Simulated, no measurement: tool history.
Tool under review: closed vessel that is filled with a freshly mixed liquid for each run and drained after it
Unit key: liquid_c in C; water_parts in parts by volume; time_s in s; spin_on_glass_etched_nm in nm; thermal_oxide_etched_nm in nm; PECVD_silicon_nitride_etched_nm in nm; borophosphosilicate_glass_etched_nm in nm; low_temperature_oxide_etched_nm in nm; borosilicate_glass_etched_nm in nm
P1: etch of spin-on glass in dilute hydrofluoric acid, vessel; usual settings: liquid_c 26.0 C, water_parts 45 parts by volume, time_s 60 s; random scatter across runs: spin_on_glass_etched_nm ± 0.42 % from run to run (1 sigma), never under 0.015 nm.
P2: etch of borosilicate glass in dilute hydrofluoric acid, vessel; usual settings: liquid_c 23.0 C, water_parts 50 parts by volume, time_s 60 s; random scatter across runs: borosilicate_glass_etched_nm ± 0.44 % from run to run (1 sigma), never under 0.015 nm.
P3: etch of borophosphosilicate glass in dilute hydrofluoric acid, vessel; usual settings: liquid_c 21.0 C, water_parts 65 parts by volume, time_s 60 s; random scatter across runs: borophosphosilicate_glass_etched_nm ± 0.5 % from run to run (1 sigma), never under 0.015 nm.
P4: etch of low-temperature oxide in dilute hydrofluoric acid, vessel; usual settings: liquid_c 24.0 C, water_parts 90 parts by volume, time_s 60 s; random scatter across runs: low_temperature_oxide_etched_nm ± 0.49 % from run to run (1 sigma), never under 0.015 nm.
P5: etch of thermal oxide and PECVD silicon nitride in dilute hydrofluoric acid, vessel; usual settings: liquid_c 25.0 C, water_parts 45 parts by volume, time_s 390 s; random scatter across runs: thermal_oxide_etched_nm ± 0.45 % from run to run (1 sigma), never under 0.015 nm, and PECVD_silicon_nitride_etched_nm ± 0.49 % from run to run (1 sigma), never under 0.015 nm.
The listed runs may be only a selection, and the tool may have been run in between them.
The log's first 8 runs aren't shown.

| run | day | process | liquid_c | water_parts | time_s | spin_on_glass_etched_nm | thermal_oxide_etched_nm | PECVD_silicon_nitride_etched_nm | borophosphosilicate_glass_etched_nm | low_temperature_oxide_etched_nm | borosilicate_glass_etched_nm |
|---|---|---|---|---|---|---|---|---|---|---|---|
| 9 | 2.796 | P4 | 24.0 | 90 | 30 |  |  |  |  | 9.8864 |  |
| 10 | 3.183 | P5 | 25.0 | 45 | 55 |  | 5.9525 | 3.5737 |  |  |  |
| 11 | 3.467 | P1 | 33.0 | 45 | 60 | 75.930 |  |  |  |  |  |
| 12 | 3.712 | P4 | 24.0 | 150 | 60 |  |  |  |  | 11.1410 |  |
| 13 | 3.925 | P1 | 26.0 | 65 | 30 | 19.259 |  |  |  |  |  |
| 14 | 4.288 | P3 | 21.0 | 30 | 60 |  |  |  | 77.511 |  |  |
| 15 | 4.542 | P4 | 24.0 | 90 | 60 |  |  |  |  | 19.8330 |  |
| 16 | 4.779 | P1 | 26.0 | 45 | 60 | 57.195 |  |  |  |  |  |
| 17 | 5.046 | P2 | 23.0 | 50 | 60 |  |  |  |  |  | 58.070 |
| 18 | 5.479 | P3 | 21.0 | 65 | 30 |  |  |  | 17.255 |  |  |
| 19 | 5.800 | P5 | 25.0 | 65 | 390 |  | 28.5420 | 17.7940 |  |  |  |
| 20 | 6.092 | P1 | 26.0 | 45 | 60 | 56.951 |  |  |  |  |  |
| 21 | 6.329 | P1 | 26.0 | 65 | 60 | 38.751 |  |  |  |  |  |
| 22 | 6.600 | P2 | 27.5 | 50 | 60 |  |  |  |  |  | 69.572 |
| 23 | 7.004 | P3 | 17.0 | 65 | 60 |  |  |  | 29.071 |  |  |
| 24 | 7.454 | P1 | 26.0 | 45 | 30 | 28.518 |  |  |  |  |  |
| 25 | 7.738 | P1 | 26.0 | 45 | 60 | 56.873 |  |  |  |  |  |
| 26 | 8.129 | P1 | 21.0 | 45 | 60 | 46.378 |  |  |  |  |  |

Predict the results of run 27:
| 27 | 8.558 | P2 | 23.0 | 20 | 60 |  |  |  |  |  | ? |

borosilicate_glass_etched_nm: 149.940 nm
